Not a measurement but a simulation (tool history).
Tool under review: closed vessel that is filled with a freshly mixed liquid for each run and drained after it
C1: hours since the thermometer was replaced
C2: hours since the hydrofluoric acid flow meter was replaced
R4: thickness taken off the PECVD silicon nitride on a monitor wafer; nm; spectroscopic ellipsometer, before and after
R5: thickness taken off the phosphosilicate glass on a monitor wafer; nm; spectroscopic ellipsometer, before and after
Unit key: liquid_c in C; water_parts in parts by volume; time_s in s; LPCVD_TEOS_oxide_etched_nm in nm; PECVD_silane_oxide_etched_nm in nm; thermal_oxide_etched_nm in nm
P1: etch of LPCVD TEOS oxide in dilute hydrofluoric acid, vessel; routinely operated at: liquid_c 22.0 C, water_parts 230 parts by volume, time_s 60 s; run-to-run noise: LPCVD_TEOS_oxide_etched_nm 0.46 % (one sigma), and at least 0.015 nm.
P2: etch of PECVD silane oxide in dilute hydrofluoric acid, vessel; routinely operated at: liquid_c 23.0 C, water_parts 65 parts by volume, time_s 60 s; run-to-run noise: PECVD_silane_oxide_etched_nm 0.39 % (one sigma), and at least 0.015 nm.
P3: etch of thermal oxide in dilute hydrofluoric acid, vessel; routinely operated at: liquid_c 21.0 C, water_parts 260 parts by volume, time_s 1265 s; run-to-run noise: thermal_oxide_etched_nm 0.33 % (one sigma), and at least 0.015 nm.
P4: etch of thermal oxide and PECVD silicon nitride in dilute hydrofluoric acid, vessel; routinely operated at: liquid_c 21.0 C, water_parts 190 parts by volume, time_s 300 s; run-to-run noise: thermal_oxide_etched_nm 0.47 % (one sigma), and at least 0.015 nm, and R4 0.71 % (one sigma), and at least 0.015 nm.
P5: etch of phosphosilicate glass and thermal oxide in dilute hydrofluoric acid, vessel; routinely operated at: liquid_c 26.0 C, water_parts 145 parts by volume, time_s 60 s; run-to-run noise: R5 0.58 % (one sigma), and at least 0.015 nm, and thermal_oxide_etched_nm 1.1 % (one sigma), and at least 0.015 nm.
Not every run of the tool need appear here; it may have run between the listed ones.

Run 1, hour 10.6: process P1, liquid_c 22.0 C, water_parts 230 parts by volume, time_s 60 s; C1 426.3; C2 365.5. Result: LPCVD_TEOS_oxide_etched_nm 5.9455 nm.
Run 2, hour 22.3: process P1, liquid_c 22.0 C, water_parts 230 parts by volume, time_s 60 s; C1 438.0; C2 377.2. Result: LPCVD_TEOS_oxide_etched_nm 5.9213 nm.
Run 3, hour 37.1: process P2, liquid_c 23.0 C, water_parts 65 parts by volume, time_s 60 s; C1 452.8; C2 392.0. Result: PECVD_silane_oxide_etched_nm 46.975 nm.
Run 4, hour 50.7: process P4, liquid_c 21.0 C, water_parts 190 parts by volume, time_s 300 s; C1 466.4; C2 405.6. Result: thermal_oxide_etched_nm 5.96580 nm, R4 3.9332 nm.
At hour 61.0: hydrofluoric acid flow meter replaced.
Run 5, hour 66.7: process P1, liquid_c 22.0 C, water_parts 230 parts by volume, time_s 60 s; C1 482.4; C2 5.8. Result: LPCVD_TEOS_oxide_etched_nm 5.9562 nm.
Run 6, hour 79.3: process P5, liquid_c 26.0 C, water_parts 80 parts by volume, time_s 60 s; C1 495.0; C2 18.4. Result: thermal_oxide_etched_nm 3.52270 nm, R5 143.950 nm.
Run 7, hour 93.8: process P3, liquid_c 21.0 C, water_parts 260 parts by volume, time_s 205 s; C1 509.5; C2 32.9. Result: thermal_oxide_etched_nm 2.80200 nm.
Run 8, hour 107.0: process P1, liquid_c 22.0 C, water_parts 230 parts by volume, time_s 60 s; C1 522.7; C2 46.1. Result: LPCVD_TEOS_oxide_etched_nm 5.9865 nm.
Run 9, hour 115.6: process P3, liquid_c 28.0 C, water_parts 260 parts by volume, time_s 1265 s; C1 531.3; C2 54.7. Result: thermal_oxide_etched_nm 22.21900 nm.
Run 10, hour 128.0: process P1, liquid_c 22.0 C, water_parts 230 parts by volume, time_s 60 s; C1 543.7; C2 67.1. Result: LPCVD_TEOS_oxide_etched_nm 5.9530 nm.
Run 11, hour 142.8: process P5, liquid_c 26.0 C, water_parts 145 parts by volume, time_s 30 s; C1 558.5; C2 81.9. Result: thermal_oxide_etched_nm 0.87448 nm, R5 36.089 nm.
Run 12, hour 154.2: process P1, liquid_c 26.0 C, water_parts 230 parts by volume, time_s 60 s; C1 569.9; C2 93.3. Result: LPCVD_TEOS_oxide_etched_nm 6.8903 nm.
Run 13, hour 168.1: process P4, liquid_c 17.0 C, water_parts 190 parts by volume, time_s 300 s; C1 583.8; C2 107.2. Result: thermal_oxide_etched_nm 5.04810 nm, R4 2.9478 nm.
Run 14, hour 183.3: process P1, liquid_c 22.0 C, water_parts 120 parts by volume, time_s 110 s; C1 599.0; C2 122.4. Result: LPCVD_TEOS_oxide_etched_nm 23.5620 nm.
Run 15, hour 191.0: process P4, liquid_c 21.0 C, water_parts 50 parts by volume, time_s 300 s; C1 606.7; C2 130.1. Result: thermal_oxide_etched_nm 26.41600 nm, R4 14.4290 nm.
Run 16, hour 204.6: process P2, liquid_c 17.0 C, water_parts 65 parts by volume, time_s 60 s; C1 620.3; C2 143.7. Result: PECVD_silane_oxide_etched_nm 36.685 nm.
Run 17, hour 215.2: process P5, liquid_c 26.0 C, water_parts 145 parts by volume, time_s 60 s; C1 630.9; C2 154.3. Result: thermal_oxide_etched_nm 1.81320 nm, R5 72.992 nm.
Run 18, hour 228.0: process P1, liquid_c 22.0 C, water_parts 355 parts by volume, time_s 60 s; C1 643.7; C2 167.1. Result: LPCVD_TEOS_oxide_etched_nm 3.4111 nm.
Run 19, hour 242.7: process P1, liquid_c 22.0 C, water_parts 230 parts by volume, time_s 90 s; C1 658.4; C2 181.8. Result: LPCVD_TEOS_oxide_etched_nm 8.9488 nm.
Run 20, hour 254.0: process P1, liquid_c 27.5 C, water_parts 80 parts by volume, time_s 60 s; C1 669.7; C2 193.1. Result: LPCVD_TEOS_oxide_etched_nm 25.0570 nm.
Run 21, hour 268.7: process P1, liquid_c 22.0 C, water_parts 85 parts by volume, time_s 60 s; C1 684.4; C2 207.8. Result: LPCVD_TEOS_oxide_etched_nm 18.8720 nm.
Run 22, hour 284.8: process P2, liquid_c 23.0 C, water_parts 65 parts by volume, time_s 95 s; C1 700.5; C2 223.9. Result: PECVD_silane_oxide_etched_nm 74.428 nm.
Run 23, hour 301.8: process P3, liquid_c 21.0 C, water_parts 260 parts by volume, time_s 1265 s; C1 717.5; C2 240.9. Result: thermal_oxide_etched_nm 17.39000 nm.
Run 24, hour 318.4: process P2, liquid_c 23.0 C, water_parts 65 parts by volume, time_s 60 s; C1 734.1; C2 257.5. Result: PECVD_silane_oxide_etched_nm 47.115 nm.
Run 25, hour 331.6: process P4, liquid_c 21.0 C, water_parts 190 parts by volume, time_s 500 s; C1 747.3; C2 270.7. Result: thermal_oxide_etched_nm 9.83870 nm, R4 6.5550 nm.
Run 26, hour 345.5: process P2, liquid_c 23.0 C, water_parts 115 parts by volume, time_s 60 s; C1 761.2; C2 284.6. Result: PECVD_silane_oxide_etched_nm 24.961 nm.
Run 27, hour 358.5: process P3, liquid_c 21.0 C, water_parts 465 parts by volume, time_s 1265 s; C1 774.2; C2 297.6. Result: thermal_oxide_etched_nm 8.10370 nm.
Run 28, hour 368.4: process P1, liquid_c 22.0 C, water_parts 230 parts by volume, time_s 60 s; C1 784.1; C2 307.5. Result: LPCVD_TEOS_oxide_etched_nm 5.9919 nm.
Run 29, hour 381.4: process P1, liquid_c 18.0 C, water_parts 230 parts by volume, time_s 60 s; C1 797.1; C2 320.5. Result: LPCVD_TEOS_oxide_etched_nm 5.0686 nm.
Run 30, hour 391.0: process P3, liquid_c 21.0 C, water_parts 260 parts by volume, time_s 1265 s; C1 806.7; C2 330.1. Result: thermal_oxide_etched_nm 17.34000 nm.
Run 31, hour 404.4: process P5, liquid_c 21.0 C, water_parts 145 parts by volume, time_s 60 s; C1 820.1; C2 343.5. Result: thermal_oxide_etched_nm 1.47750 nm, R5 60.333 nm.
Run 32, hour 417.2: process P1, liquid_c 22.0 C, water_parts 230 parts by volume, time_s 60 s; C1 832.9; C2 356.3. Result: LPCVD_TEOS_oxide_etched_nm 5.9104 nm.
Run 33, hour 425.9: process P1, liquid_c 22.0 C, water_parts 230 parts by volume, time_s 30 s; C1 841.6; C2 365.0. Result: LPCVD_TEOS_oxide_etched_nm 2.9928 nm.
Run 34, hour 436.8: process P1, liquid_c 22.0 C, water_parts 230 parts by volume, time_s 60 s; C1 852.5; C2 375.9. Result: LPCVD_TEOS_oxide_etched_nm 5.9611 nm.
Run 35, hour 446.1: process P1, liquid_c 22.0 C, water_parts 230 parts by volume, time_s 60 s; C1 861.8; C2 385.2. Result: LPCVD_TEOS_oxide_etched_nm 5.8131 nm.
Run 36, hour 462.6: process P1, liquid_c 22.0 C, water_parts 230 parts by volume, time_s 60 s; C1 878.3; C2 401.7. Result: LPCVD_TEOS_oxide_etched_nm 5.7132 nm.
Run 37, hour 476.8: process P1, liquid_c 22.0 C, water_parts 230 parts by volume, time_s 60 s; C1 892.5; C2 415.9. Result: LPCVD_TEOS_oxide_etched_nm 5.6899 nm.
Run 38, hour 486.6: process P1, liquid_c 22.0 C, water_parts 230 parts by volume, time_s 60 s; C1 902.3; C2 425.7. Result: LPCVD_TEOS_oxide_etched_nm 5.6269 nm.
Run 39, hour 501.7: process P1, liquid_c 22.0 C, water_parts 230 parts by volume, time_s 60 s; C1 917.4; C2 440.8. Result: LPCVD_TEOS_oxide_etched_nm 5.6149 nm.
Run 40, hour 509.7: process P1, liquid_c 22.0 C, water_parts 230 parts by volume, time_s 60 s; C1 925.4; C2 448.8. Result: LPCVD_TEOS_oxide_etched_nm 5.6639 nm.
Run 41, hour 524.7: process P1, liquid_c 22.0 C, water_parts 230 parts by volume, time_s 60 s; C1 940.4; C2 463.8. Result: LPCVD_TEOS_oxide_etched_nm 5.5779 nm.

Something has made what P1 gives creep away from where it was; the 2 causes below, each at its own stated size, fit the log equally well:
A: liquid colder than its thermometer reads (K) = 1.61
B: hydrofluoric acid flow below the setpoint (%) = 4.75
The onset of the drift is placed at about hour 436.8.

Below are 4 check runs, each on a single wafer, with their results shown as question marks. Which of them would tell the listed causes apart, meaning the causes would give clearly different results under it?
Run check 1, hour 539.7: process P2, liquid_c 23.0 C, water_parts 105 parts by volume, time_s 60 s. Result: PECVD_silane_oxide_etched_nm ?.
Run check 2, hour 539.7: process P4, liquid_c 21.0 C, water_parts 65 parts by volume, time_s 300 s. Result: thermal_oxide_etched_nm ?, R4 ?.
Run check 3, hour 539.7: process P5, liquid_c 26.0 C, water_parts 145 parts by volume, time_s 30 s. Result: thermal_oxide_etched_nm ?, R5 ?.
Run check 4, hour 539.7: process P3, liquid_c 26.0 C, water_parts 260 parts by volume, time_s 1265 s. Result: thermal_oxide_etched_nm ?.

Expected result of each check under each candidate cause:
  check                        result      if A      if B
check 1  PECVD_silane_oxide_etched_nm    26.007    26.261
check 2       thermal_oxide_etched_nm  18.65900  18.94200
check 2                            R4    9.9806   10.6350
check 3       thermal_oxide_etched_nm   0.85769   0.86086
check 3                            R5    34.286    34.413
check 4       thermal_oxide_etched_nm  19.60700  19.49400
Per-check spread between the two closest causes, in the result where they differ most: check 1 0.97 %; check 2 6.35 %; check 3 0.37 %; check 4 0.58 %
Check 2 distinguishes between the causes, while the remaining checks would return nearly the same result for all of them.

After running check 2, the following was obtained: thermal_oxide_etched_nm 18.91200 nm; R4 10.7260 nm. Which cause does this point to?

Of the candidate causes, it is B: hydrofluoric acid flow below the setpoint (%).
